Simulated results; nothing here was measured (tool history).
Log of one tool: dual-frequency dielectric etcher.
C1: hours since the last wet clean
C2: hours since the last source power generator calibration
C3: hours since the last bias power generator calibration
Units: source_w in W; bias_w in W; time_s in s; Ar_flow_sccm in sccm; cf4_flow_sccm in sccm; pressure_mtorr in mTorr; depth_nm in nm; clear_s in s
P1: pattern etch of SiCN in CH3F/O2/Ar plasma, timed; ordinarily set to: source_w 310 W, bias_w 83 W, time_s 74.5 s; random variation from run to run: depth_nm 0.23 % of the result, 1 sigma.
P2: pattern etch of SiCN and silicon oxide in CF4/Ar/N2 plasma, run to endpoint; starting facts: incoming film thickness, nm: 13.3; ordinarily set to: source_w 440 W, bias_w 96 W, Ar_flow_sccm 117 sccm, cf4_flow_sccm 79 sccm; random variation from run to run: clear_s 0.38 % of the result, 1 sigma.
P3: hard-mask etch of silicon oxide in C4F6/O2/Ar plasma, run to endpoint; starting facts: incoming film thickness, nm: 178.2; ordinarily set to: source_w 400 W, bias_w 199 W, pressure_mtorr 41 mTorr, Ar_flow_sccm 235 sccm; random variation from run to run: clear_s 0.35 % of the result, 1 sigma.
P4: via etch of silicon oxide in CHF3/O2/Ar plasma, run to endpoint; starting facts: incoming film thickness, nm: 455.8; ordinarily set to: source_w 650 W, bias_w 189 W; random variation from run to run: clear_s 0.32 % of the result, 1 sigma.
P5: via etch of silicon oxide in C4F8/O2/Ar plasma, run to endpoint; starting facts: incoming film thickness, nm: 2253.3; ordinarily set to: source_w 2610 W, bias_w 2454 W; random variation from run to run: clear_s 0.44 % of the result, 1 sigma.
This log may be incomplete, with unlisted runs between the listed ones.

run 1 day=0.371 | process=P1 source_w=310 bias_w=83 time_s=74.5 | C1=57.9 C2=1097.2 C3=436 | depth_nm=27.27
run 2 day=0.567 | process=P5 source_w=1950 bias_w=2454 | C1=62.6 C2=1101.9 C3=440.7 | clear_s=420.15
run 3 day=1 | process=P1 source_w=310 bias_w=51 time_s=74.5 | C1=73 C2=1112.3 C3=451.1 | depth_nm=23.029
run 4 day=1.242 | process=P1 source_w=220 bias_w=83 time_s=105.5 | C1=78.8 C2=1118.1 C3=456.9 | depth_nm=34.182
run 5 day=1.462 | process=P1 source_w=310 bias_w=83 time_s=42 | C1=84.1 C2=1123.4 C3=462.2 | depth_nm=15.36
run 6 day=1.654 | process=P1 source_w=310 bias_w=83 time_s=74.5 | C1=88.7 C2=1128 C3=466.8 | depth_nm=27.267
run 7 day=2.004 | process=P4 source_w=520 bias_w=189 | C1=97.1 C2=1136.4 C3=475.2 | clear_s=240.93
run 8 day=2.25 | process=P2 source_w=270 bias_w=96 Ar_flow_sccm=117 cf4_flow_sccm=79 | C1=103 C2=1142.3 C3=481.1 | clear_s=21.732
run 9 day=2.558 | process=P1 source_w=420 bias_w=100 time_s=74.5 | C1=110.4 C2=1149.7 C3=488.5 | depth_nm=32.685
run 10 day=2.996 | process=P1 source_w=370 bias_w=83 time_s=55 | C1=120.9 C2=1160.2 C3=499 | depth_nm=21.526
run 11 day=3.304 | process=P5 source_w=2610 bias_w=2454 | C1=128.3 C2=1167.6 C3=506.4 | clear_s=372.6
run 12 day=3.508 | process=P3 source_w=260 bias_w=199 Ar_flow_sccm=235 pressure_mtorr=41 | C1=133.2 C2=1172.5 C3=511.3 | clear_s=66.048
run 13 day=3.925 | process=P2 source_w=440 bias_w=125 Ar_flow_sccm=117 cf4_flow_sccm=79 | C1=143.2 C2=1182.5 C3=521.3 | clear_s=12.91
run 14 day=4.117 | process=P1 source_w=220 bias_w=83 time_s=74.5 | C1=147.8 C2=1187.1 C3=525.9 | depth_nm=24.092
run 15 day=4.446 | process=P4 source_w=650 bias_w=189 | C1=155.7 C2=1195 C3=533.8 | clear_s=220.13
run 16 day=4.875 | process=P1 source_w=310 bias_w=116 time_s=74.5 | C1=166 C2=1205.3 C3=544.1 | depth_nm=31.032
run 17 day=5.292 | process=P3 source_w=400 bias_w=277 Ar_flow_sccm=235 pressure_mtorr=41 | C1=176 C2=1215.3 C3=554.1 | clear_s=50.24
run 18 day=5.504 | process=P1 source_w=310 bias_w=83 time_s=74.5 | C1=181.1 C2=1220.4 C3=559.2 | depth_nm=27.373
run 19 day=5.717 | process=P2 source_w=440 bias_w=96 Ar_flow_sccm=117 cf4_flow_sccm=49 | C1=186.2 C2=1225.5 C3=564.3 | clear_s=15.224
run 20 day=5.979 | process=P1 source_w=310 bias_w=83 time_s=109.5 | C1=192.5 C2=1231.8 C3=570.6 | depth_nm=40.076
run 21 day=6.379 | process=P1 source_w=390 bias_w=83 time_s=74.5 | C1=202.1 C2=1241.4 C3=580.2 | depth_nm=29.679
run 22 day=6.688 | process=P2 source_w=440 bias_w=96 Ar_flow_sccm=82 cf4_flow_sccm=79 | C1=209.5 C2=1248.8 C3=587.6 | clear_s=13.683
run 23 day=6.879 | process=P4 source_w=650 bias_w=131 | C1=214.1 C2=1253.4 C3=592.2 | clear_s=247.16
run 24 day=7.238 | process=P2 source_w=440 bias_w=96 Ar_flow_sccm=117 cf4_flow_sccm=79 | C1=222.7 C2=1262 C3=600.8 | clear_s=14.165
run 25 day=7.633 | process=P3 source_w=400 bias_w=199 Ar_flow_sccm=235 pressure_mtorr=41 | C1=232.2 C2=1271.5 C3=610.3 | clear_s=56.063
run 26 day=7.867 | process=P5 source_w=2610 bias_w=1450 | C1=237.8 C2=1277.1 C3=615.9 | clear_s=431.82
run 27 day=8.279 | process=P3 source_w=400 bias_w=199 Ar_flow_sccm=235 pressure_mtorr=41 | C1=247.7 C2=1287 C3=625.8 | clear_s=56.336
run 28 day=8.538 | process=P1 source_w=310 bias_w=83 time_s=74.5 | C1=253.9 C2=1293.2 C3=632 | depth_nm=27.317
run 29 day=8.95 | process=P2 source_w=440 bias_w=96 Ar_flow_sccm=117 cf4_flow_sccm=79 | C1=263.8 C2=1303.1 C3=641.9 | clear_s=14.187
run 30 day=9.271 | process=P3 source_w=400 bias_w=199 Ar_flow_sccm=278 pressure_mtorr=41 | C1=271.5 C2=1310.8 C3=649.6 | clear_s=57.046
run 31 day=9.512 | process=P3 source_w=400 bias_w=199 Ar_flow_sccm=235 pressure_mtorr=28.5 | C1=277.3 C2=1316.6 C3=655.4 | clear_s=54.023
run 32 day=9.888 | process=P1 source_w=310 bias_w=83 time_s=74.5 | C1=286.3 C2=1325.6 C3=664.4 | depth_nm=27.374
run 33 day=10.246 | process=P1 source_w=310 bias_w=83 time_s=74.5 | C1=294.9 C2=1334.2 C3=673 | depth_nm=27.471
run 34 day=10.662 | process=P1 source_w=310 bias_w=83 time_s=74.5 | C1=304.9 C2=1344.2 C3=683 | depth_nm=27.687
run 35 day=10.996 | process=P1 source_w=310 bias_w=83 time_s=74.5 | C1=312.9 C2=1352.2 C3=691 | depth_nm=27.659
run 36 day=11.338 | process=P1 source_w=310 bias_w=83 time_s=74.5 | C1=321.1 C2=1360.4 C3=699.2 | depth_nm=27.731
run 37 day=11.6 | process=P1 source_w=310 bias_w=83 time_s=74.5 | C1=327.4 C2=1366.7 C3=705.5 | depth_nm=27.669
-- day=11.717 wet clean of the chamber
run 38 day=11.883 | process=P1 source_w=310 bias_w=83 time_s=74.5 | C1=4 C2=1373.5 C3=712.3 | depth_nm=27.811
run 39 day=12.196 | process=P1 source_w=310 bias_w=83 time_s=74.5 | C1=11.5 C2=1381 C3=719.8 | depth_nm=27.758
run 40 day=12.5 | process=P1 source_w=310 bias_w=83 time_s=74.5 | C1=18.8 C2=1388.3 C3=727.1 | depth_nm=27.811
run 41 day=12.783 | process=P1 source_w=310 bias_w=83 time_s=74.5 | C1=25.6 C2=1395.1 C3=733.9 | depth_nm=27.748

Compared with where it was, what P1 gives has crept away. Each cause listed below fits the log as well as the rest, at the size given for it:
A: source power that arrives over what is set, % = 4.49
B: bias power that arrives over what is set, % = 4.48
Onset of the creep was near day 9.888.
What rules out each remaining cause:
chamber walls in a state that raises the etch rate, %: serviced at day 11.717, after the change had begun; the process did not return to its earlier output

The 4 check runs listed below each average the results of 2 wafers, and their outcomes are marked with question marks. Under which run would the listed causes produce clearly different results?
run check 1 day=13.067 | process=P5 source_w=2040 bias_w=1886 | clear_s=?
run check 2 day=13.067 | process=P4 source_w=650 bias_w=151 | clear_s=?
run check 3 day=13.067 | process=P3 source_w=270 bias_w=199 Ar_flow_sccm=277 pressure_mtorr=41 | clear_s=?
run check 4 day=13.067 | process=P2 source_w=290 bias_w=96 Ar_flow_sccm=117 cf4_flow_sccm=79 | clear_s=?

Check results expected under each cause:
check=check_1 result=clear_s if_A=437.28 if_B=439.56
check=check_2 result=clear_s if_A=233.33 if_B=233.99
check=check_3 result=clear_s if_A=65.542 if_B=65.692
check=check_4 result=clear_s if_A=19.662 if_B=20.101
Minimum pairwise separation of causes per check, each pair taken at its best-separating result: check 1 0.52 %; check 2 0.28 %; check 3 0.23 %; check 4 2.21 %
Check 4 tells the causes apart: in the others they would give nearly the same result.

Check 4 was carried out, with these results: clear_s 19.561 s. Which of the listed causes is responsible?

It is A: source power that arrives over what is set, %.

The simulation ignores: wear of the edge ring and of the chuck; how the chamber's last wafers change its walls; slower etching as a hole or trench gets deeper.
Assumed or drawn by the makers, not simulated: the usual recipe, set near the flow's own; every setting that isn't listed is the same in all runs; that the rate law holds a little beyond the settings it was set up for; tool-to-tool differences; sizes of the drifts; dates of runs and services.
